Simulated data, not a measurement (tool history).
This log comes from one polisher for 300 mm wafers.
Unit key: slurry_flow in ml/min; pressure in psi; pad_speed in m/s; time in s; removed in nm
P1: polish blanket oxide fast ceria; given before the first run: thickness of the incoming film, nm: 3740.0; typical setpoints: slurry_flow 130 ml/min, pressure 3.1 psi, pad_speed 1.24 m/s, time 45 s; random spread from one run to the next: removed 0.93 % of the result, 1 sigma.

run   hour  slurry_flow  pressure  pad_speed  time  wafers polished on this pad  hours since the slurry nozzle was cleaned  hours since the head pressure was calibrated  removed
  1   12.3          130       3.1       1.24    45                          450                                       83.6                                         136.4   1057.9
  2   28.6           80       3.1       1.24    45                          640                                       99.9                                         152.7   951.63
  3   43.2          130       3.1       1.24    45                          810                                      114.5                                         167.3   1052.6
  4     60          130       3.1       1.24    25                         1006                                      131.3                                         184.1    590.8
  5   70.3           80       3.1        0.7    45                         1126                                      141.6                                         194.4   529.87
  6   85.3          175       3.1       1.24    45                         1300                                      156.6                                         209.4     1124
  7   99.8          130       3.1       0.56    45                         1469                                      171.1                                         223.9   480.59
  8  109.9          130       3.1       1.24    45                         1587                                      181.2                                           234   1086.2
  9  122.7          130       4.6       1.24    45                         1736                                        194                                         246.8   1585.4
 10  137.1          130       4.2       1.24    62                         1904                                      208.4                                         261.2   1989.5
 11  149.1          130       3.1       1.24    45                         2044                                      220.4                                         273.2     1057
 12  164.8          130       1.7       1.24    45                         2226                                      236.1                                         288.9   578.48
 13  181.1          130       3.1       1.92    45                         2416                                      252.4                                         305.2   1644.9
 14  198.2          130       3.1       1.24    65                         2615                                      269.5                                         322.3   1536.2
 15  209.9          130       3.1       1.24    45                         2752                                      281.2                                           334   1054.7

For run 16, what comes out?
 16  227.6          130       4.2       1.72    45                         2958                                      298.9                                         351.7        ?

{"run 16": {"removed": 2008.5}}
